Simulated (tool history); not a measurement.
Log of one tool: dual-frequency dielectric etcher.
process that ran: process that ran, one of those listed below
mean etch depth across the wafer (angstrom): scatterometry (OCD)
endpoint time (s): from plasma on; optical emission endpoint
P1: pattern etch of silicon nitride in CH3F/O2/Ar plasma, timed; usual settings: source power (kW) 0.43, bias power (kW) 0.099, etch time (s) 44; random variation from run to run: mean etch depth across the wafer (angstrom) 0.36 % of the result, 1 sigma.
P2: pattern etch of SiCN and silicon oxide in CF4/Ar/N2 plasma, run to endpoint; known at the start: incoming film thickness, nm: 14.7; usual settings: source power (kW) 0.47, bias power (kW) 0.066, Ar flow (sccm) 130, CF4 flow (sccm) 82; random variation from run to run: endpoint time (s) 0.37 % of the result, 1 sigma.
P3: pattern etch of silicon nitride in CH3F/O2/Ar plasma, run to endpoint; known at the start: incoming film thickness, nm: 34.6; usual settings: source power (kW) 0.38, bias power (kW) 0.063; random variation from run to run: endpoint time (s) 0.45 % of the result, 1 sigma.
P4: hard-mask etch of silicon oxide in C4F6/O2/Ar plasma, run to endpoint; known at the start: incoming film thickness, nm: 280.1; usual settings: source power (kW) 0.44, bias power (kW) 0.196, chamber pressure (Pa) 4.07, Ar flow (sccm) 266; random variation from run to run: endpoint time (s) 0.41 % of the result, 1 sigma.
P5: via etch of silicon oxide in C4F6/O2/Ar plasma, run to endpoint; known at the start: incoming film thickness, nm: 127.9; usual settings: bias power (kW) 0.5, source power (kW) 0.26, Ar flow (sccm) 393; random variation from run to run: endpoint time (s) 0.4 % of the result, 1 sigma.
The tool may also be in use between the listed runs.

run   hour  process that ran  source power (kW)  bias power (kW)  etch time (s)  chamber pressure (Pa)  Ar flow (sccm)  CF4 flow (sccm)  mean etch depth across the wafer (angstrom)  endpoint time (s)
  1    2.8                P1               0.43            0.099             44                                                                                               370.16
  2    6.1                P3               0.54            0.063                                                                                                                                 47.013
  3    8.1                P1               0.43            0.099           63.5                                                                                               529.74
  4   10.2                P1               0.33            0.099             44                                                                                                  336
  5     14                P4               0.62            0.196                                  4.07             266                                                                           72.039
  6   16.3                P1               0.54            0.099             25                                                                                                228.6
  7   19.5                P1               0.43            0.099             44                                                                                               367.84
  8   21.8                P2               0.47            0.066                                                   130               82                                                          16.681
  9   25.4                P2               0.47            0.066                                                   130              113                                                          15.999
 10     29                P1               0.54            0.099             44                                                                                               402.94
 11     32                P2               0.47            0.043                                                   130               82                                                          19.092
 12     34                P5               0.26             0.31                                                   393                                                                           41.068
 13   36.8                P1               0.43            0.099             44                                                                                               366.84
 14   40.7                P3               0.38            0.063                                                                                                                                 53.715
 15   42.7                P2               0.63            0.066                                                   130               82                                                          12.968
 16   45.5                P1               0.43            0.099             44                                                                                               368.94
 17   48.3                P3               0.38            0.063                                                                                                                                 53.777
 18     52                P2               0.47            0.066                                                    89               82                                                          15.865
 19   54.8                P4               0.44            0.196                                  4.07             337                                                                            85.68
 20   57.7                P1               0.43            0.131             44                                                                                               411.85
 21   60.1                P4               0.44            0.276                                  4.07             266                                                                           74.096
 22   62.2                P4               0.44            0.196                                  4.07             266                                                                           83.206
 23   65.1                P5               0.26              0.5                                                   393                                                                            34.39
 24   67.6                P1               0.43            0.126           35.5                                                                                                326.3
 25   69.7                P1               0.43            0.099           32.5                                                                                               271.45
 26   73.9                P4               0.44            0.196                                  5.53             266                                                                           85.591
 27   76.7                P1               0.43            0.099             44                                                                                               367.46
 28   80.7                P1               0.43            0.062             44                                                                                               311.73
 29   82.8                P5               0.26              0.5                                                   393                                                                           34.551
 30     85                P1               0.43            0.099             44                                                                                               366.75
 31   87.9                P5               0.32              0.5                                                   393                                                                           31.854
 32   91.5                P3               0.38            0.037                                                                                                                                 63.212
 33   95.3                P5               0.26              0.5                                                   493                                                                           35.195
 34     99                P1               0.43            0.131           55.5                                                                                               514.52
 35  101.6                P1               0.43            0.099             44                                                                                               365.26
 36  105.4                P1               0.43            0.099             44                                                                                               363.87
 37  107.2                P1               0.43            0.099             44                                                                                               363.85
 38    111                P1               0.43            0.099             44                                                                                               362.05
 39  113.8                P1               0.43            0.099             44                                                                                               364.23
     117.6  -- wet clean of the chamber
 40  117.6                P1               0.43            0.099             44                                                                                               359.13
 41  121.7                P1               0.43            0.099             44                                                                                               363.34
 42  125.6                P1               0.43            0.099             44                                                                                               362.64

What P1 gives has crept away from where it was. These 2 causes fit the log equally well, each at the size given:
A: bias power that arrives under what is set, % = 4.82
B: source power that arrives under what is set, % = 4.7
The creep began at about hour 101.6.
Why every other cause is out:
chamber walls in a state that lowers the etch rate, %: serviced at hour 117.6, which brought nothing back

4 check runs are offered, one wafer each, their results left as question marks. Which one tells the causes apart?
check 1  129.5                P5               0.31            0.333                                                   393                                                                                ?
check 2  129.5                P3                0.5            0.038                                                                                                                                      ?
check 3  129.5                P2               0.47            0.066                                                   106               82                                                               ?
check 4  129.5                P4               0.59            0.269                                  4.07             266                                                                                ?

What each check would give under each cause:
  check             result    if A    if B
check 1  endpoint time (s)  38.066  38.085
check 2  endpoint time (s)  57.036  57.349
check 3  endpoint time (s)  16.527  16.974
check 4  endpoint time (s)  67.858  67.998
How far apart the two closest causes lie, in the result that separates them most: check 1 0.05 %; check 2 0.55 %; check 3 2.67 %; check 4 0.21 %
Only check 3 tells the causes apart: in the others they would give nearly the same result.

Then check 3 was run and gave: endpoint time (s) 16.594. Which cause is it?

It is A: bias power that arrives under what is set, %.

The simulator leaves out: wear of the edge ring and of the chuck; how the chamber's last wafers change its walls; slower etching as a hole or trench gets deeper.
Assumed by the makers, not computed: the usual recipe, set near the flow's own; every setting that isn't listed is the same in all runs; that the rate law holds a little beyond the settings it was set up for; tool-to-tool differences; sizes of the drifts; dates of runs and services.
